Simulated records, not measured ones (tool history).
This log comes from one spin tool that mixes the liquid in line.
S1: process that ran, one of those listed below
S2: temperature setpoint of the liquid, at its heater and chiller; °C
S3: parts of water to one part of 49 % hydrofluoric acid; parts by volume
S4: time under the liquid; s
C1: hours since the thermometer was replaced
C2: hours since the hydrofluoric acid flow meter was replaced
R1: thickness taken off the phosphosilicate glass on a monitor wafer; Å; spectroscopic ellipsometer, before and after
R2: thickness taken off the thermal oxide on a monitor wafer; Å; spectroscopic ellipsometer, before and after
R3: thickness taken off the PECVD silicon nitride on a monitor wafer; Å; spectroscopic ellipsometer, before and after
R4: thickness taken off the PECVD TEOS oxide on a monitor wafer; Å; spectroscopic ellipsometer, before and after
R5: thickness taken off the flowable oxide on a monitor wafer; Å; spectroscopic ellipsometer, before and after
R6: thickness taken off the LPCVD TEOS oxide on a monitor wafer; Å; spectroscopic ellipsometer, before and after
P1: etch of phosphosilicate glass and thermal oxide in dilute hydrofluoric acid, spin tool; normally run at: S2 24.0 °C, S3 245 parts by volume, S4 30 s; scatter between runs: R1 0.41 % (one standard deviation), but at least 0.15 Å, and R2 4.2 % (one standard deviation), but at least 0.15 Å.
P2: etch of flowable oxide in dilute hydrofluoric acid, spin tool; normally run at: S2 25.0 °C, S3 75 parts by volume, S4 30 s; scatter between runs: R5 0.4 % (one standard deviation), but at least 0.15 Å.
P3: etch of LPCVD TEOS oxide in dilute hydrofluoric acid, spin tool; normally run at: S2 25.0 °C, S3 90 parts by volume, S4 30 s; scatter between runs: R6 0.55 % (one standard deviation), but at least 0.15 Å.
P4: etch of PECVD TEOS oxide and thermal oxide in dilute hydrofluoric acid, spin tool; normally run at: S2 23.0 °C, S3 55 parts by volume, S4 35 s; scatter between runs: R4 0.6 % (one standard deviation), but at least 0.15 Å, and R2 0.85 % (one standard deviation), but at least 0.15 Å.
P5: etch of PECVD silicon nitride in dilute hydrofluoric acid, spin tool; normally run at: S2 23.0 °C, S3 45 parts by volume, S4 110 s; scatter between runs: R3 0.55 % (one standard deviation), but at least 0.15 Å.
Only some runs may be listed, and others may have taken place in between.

Run 1, day 0.242: S1 P1, S2 24.0 °C, S3 245 parts by volume, S4 30 s; C1 540.2; C2 117.1. Result: R1 147.640 Å, R2 4.3939 Å.
Run 2, day 0.458: S1 P1, S2 24.0 °C, S3 400 parts by volume, S4 55 s; C1 545.4; C2 122.3. Result: R1 142.280 Å, R2 4.6821 Å.
Run 3, day 0.717: S1 P1, S2 24.0 °C, S3 245 parts by volume, S4 30 s; C1 551.6; C2 128.5. Result: R1 148.050 Å, R2 4.5983 Å.
Run 4, day 1.017: S1 P5, S2 17.0 °C, S3 45 parts by volume, S4 110 s; C1 558.8; C2 135.7. Result: R3 30.216 Å.
Run 5, day 1.421: S1 P1, S2 24.0 °C, S3 245 parts by volume, S4 30 s; C1 568.5; C2 145.4. Result: R1 148.420 Å, R2 4.7221 Å.
Run 6, day 1.717: S1 P1, S2 24.0 °C, S3 435 parts by volume, S4 30 s; C1 575.6; C2 152.5. Result: R1 68.917 Å, R2 1.9694 Å.
Run 7, day 2.092: S1 P4, S2 31.0 °C, S3 55 parts by volume, S4 35 s; C1 584.6; C2 161.5. Result: R2 43.8030 Å, R4 78.036 Å.
Run 8, day 2.508: S1 P5, S2 23.0 °C, S3 45 parts by volume, S4 110 s; C1 594.6; C2 171.5. Result: R3 45.244 Å.
Run 9, day 2.779: S1 P2, S2 31.0 °C, S3 75 parts by volume, S4 30 s; C1 601.1; C2 178.0. Result: R5 376.23 Å.
At day 2.979: thermometer replaced.
Run 10, day 3.079: S1 P1, S2 24.0 °C, S3 245 parts by volume, S4 30 s; C1 2.5; C2 185.2. Result: R1 147.930 Å, R2 4.4329 Å.
Run 11, day 3.333: S1 P5, S2 23.0 °C, S3 75 parts by volume, S4 110 s; C1 8.6; C2 191.3. Result: R3 27.607 Å.
Run 12, day 3.746: S1 P1, S2 24.0 °C, S3 80 parts by volume, S4 30 s; C1 18.5; C2 201.2. Result: R1 543.260 Å, R2 17.4640 Å.
Run 13, day 3.975: S1 P1, S2 32.5 °C, S3 245 parts by volume, S4 30 s; C1 24.0; C2 206.7. Result: R1 197.020 Å, R2 5.7788 Å.
Run 14, day 4.321: S1 P2, S2 25.0 °C, S3 75 parts by volume, S4 30 s; C1 32.3; C2 215.0. Result: R5 296.54 Å.
At day 4.425: hydrofluoric acid flow meter replaced.
Run 15, day 4.792: S1 P4, S2 23.0 °C, S3 55 parts by volume, S4 35 s; C1 43.6; C2 8.9. Result: R2 31.0690 Å, R4 56.532 Å.
Run 16, day 5.092: S1 P4, S2 23.0 °C, S3 55 parts by volume, S4 35 s; C1 50.8; C2 16.1. Result: R2 31.3780 Å, R4 57.088 Å.
Run 17, day 5.425: S1 P2, S2 25.0 °C, S3 75 parts by volume, S4 15 s; C1 58.8; C2 24.1. Result: R5 148.47 Å.
Run 18, day 5.688: S1 P4, S2 23.0 °C, S3 20 parts by volume, S4 35 s; C1 65.1; C2 30.4. Result: R2 91.2070 Å, R4 163.990 Å.
Run 19, day 5.983: S1 P5, S2 23.0 °C, S3 45 parts by volume, S4 55 s; C1 72.2; C2 37.5. Result: R3 22.658 Å.
Run 20, day 6.425: S1 P1, S2 28.0 °C, S3 245 parts by volume, S4 15 s; C1 82.8; C2 48.1. Result: R1 84.978 Å, R2 2.9637 Å.
Run 21, day 6.717: S1 P1, S2 24.0 °C, S3 245 parts by volume, S4 30 s; C1 89.8; C2 55.1. Result: R1 147.620 Å, R2 4.1892 Å.
Run 22, day 7.050: S1 P1, S2 24.0 °C, S3 245 parts by volume, S4 60 s; C1 97.8; C2 63.1. Result: R1 296.810 Å, R2 9.4287 Å.
Run 23, day 7.300: S1 P3, S2 25.0 °C, S3 90 parts by volume, S4 15 s; C1 103.8; C2 69.1. Result: R6 54.261 Å.
Run 24, day 7.696: S1 P3, S2 25.0 °C, S3 90 parts by volume, S4 30 s; C1 113.3; C2 78.6. Result: R6 108.580 Å.
Run 25, day 8.150: S1 P2, S2 25.0 °C, S3 140 parts by volume, S4 30 s; C1 124.2; C2 89.5. Result: R5 145.76 Å.
Run 26, day 8.454: S1 P4, S2 23.0 °C, S3 55 parts by volume, S4 55 s; C1 131.5; C2 96.8. Result: R2 48.4310 Å, R4 88.308 Å.
Run 27, day 8.904: S1 P1, S2 17.0 °C, S3 245 parts by volume, S4 30 s; C1 142.3; C2 107.6. Result: R1 113.660 Å, R2 3.7864 Å.
Run 28, day 9.354: S1 P3, S2 32.5 °C, S3 90 parts by volume, S4 30 s; C1 153.1; C2 118.4. Result: R6 145.640 Å.
Run 29, day 9.612: S1 P2, S2 25.0 °C, S3 75 parts by volume, S4 30 s; C1 159.3; C2 124.6. Result: R5 297.72 Å.
Run 30, day 10.062: S1 P1, S2 24.0 °C, S3 245 parts by volume, S4 15 s; C1 170.1; C2 135.4. Result: R1 74.437 Å, R2 2.2712 Å.
Run 31, day 10.312: S1 P1, S2 24.0 °C, S3 245 parts by volume, S4 30 s; C1 176.1; C2 141.4. Result: R1 147.460 Å, R2 4.8184 Å.
Run 32, day 10.654: S1 P3, S2 25.0 °C, S3 135 parts by volume, S4 30 s; C1 184.3; C2 149.6. Result: R6 69.292 Å.
Run 33, day 11.121: S1 P1, S2 24.0 °C, S3 245 parts by volume, S4 30 s; C1 195.5; C2 160.8. Result: R1 148.240 Å, R2 4.6223 Å.
Run 34, day 11.588: S1 P1, S2 24.0 °C, S3 245 parts by volume, S4 30 s; C1 206.7; C2 172.0. Result: R1 142.850 Å, R2 4.5899 Å.
Run 35, day 11.967: S1 P1, S2 24.0 °C, S3 245 parts by volume, S4 30 s; C1 215.8; C2 181.1. Result: R1 141.350 Å, R2 4.6806 Å.
Run 36, day 12.267: S1 P1, S2 24.0 °C, S3 245 parts by volume, S4 30 s; C1 223.0; C2 188.3. Result: R1 139.350 Å, R2 4.2323 Å.
Run 37, day 12.683: S1 P1, S2 24.0 °C, S3 245 parts by volume, S4 30 s; C1 233.0; C2 198.3. Result: R1 139.330 Å, R2 4.7608 Å.
Run 38, day 13.062: S1 P1, S2 24.0 °C, S3 245 parts by volume, S4 30 s; C1 242.1; C2 207.4. Result: R1 139.410 Å, R2 4.6612 Å.
Run 39, day 13.454: S1 P1, S2 24.0 °C, S3 245 parts by volume, S4 30 s; C1 251.5; C2 216.8. Result: R1 138.920 Å, R2 4.1015 Å.
Run 40, day 13.700: S1 P1, S2 24.0 °C, S3 245 parts by volume, S4 30 s; C1 257.4; C2 222.7. Result: R1 137.600 Å, R2 4.5664 Å.
Run 41, day 14.033: S1 P1, S2 24.0 °C, S3 245 parts by volume, S4 30 s; C1 265.4; C2 230.7. Result: R1 138.330 Å, R2 4.7472 Å.

P1 no longer gives what it gave before; its output has crept away from where it was. The following 2 causes, each at its listed size, fit the log equally well:
A: hydrofluoric acid flow below the setpoint (%) = 4.9
B: liquid colder than its thermometer reads (K) = 1.74
The process output started creeping at around day 11.121.

Of the 4 check runs listed below, each run on one wafer and each result written as a question mark, which would let you distinguish the listed causes because they would give clearly different results?
Run check 1, day 14.367: S1 P3, S2 31.0 °C, S3 90 parts by volume, S4 30 s. Result: R6 ?.
Run check 2, day 14.367: S1 P4, S2 29.5 °C, S3 55 parts by volume, S4 35 s. Result: R2 ?, R4 ?.
Run check 3, day 14.367: S1 P2, S2 25.0 °C, S3 135 parts by volume, S4 15 s. Result: R5 ?.
Run check 4, day 14.367: S1 P5, S2 20.0 °C, S3 45 parts by volume, S4 110 s. Result: R3 ?.

What every check run would give for each of its results, assuming each possible cause in turn:
  check  result     if A     if B
check 1      R6  130.470  129.340
check 2      R2  38.3980  37.8540
check 2      R4   69.489   68.504
check 3      R5   72.099   71.482
check 4      R3   35.330   32.839
Separation of the two closest causes in each check, using whichever result separates them best: check 1 0.87 %; check 2 1.43 %; check 3 0.86 %; check 4 7.31 %
Only in check 4 would the causes give clearly different results; in the remaining checks their results would be nearly the same.

Here is what check 4 returned: R3 35.172 Å. Which cause is it?

It was cause A: hydrofluoric acid flow below the setpoint (%).

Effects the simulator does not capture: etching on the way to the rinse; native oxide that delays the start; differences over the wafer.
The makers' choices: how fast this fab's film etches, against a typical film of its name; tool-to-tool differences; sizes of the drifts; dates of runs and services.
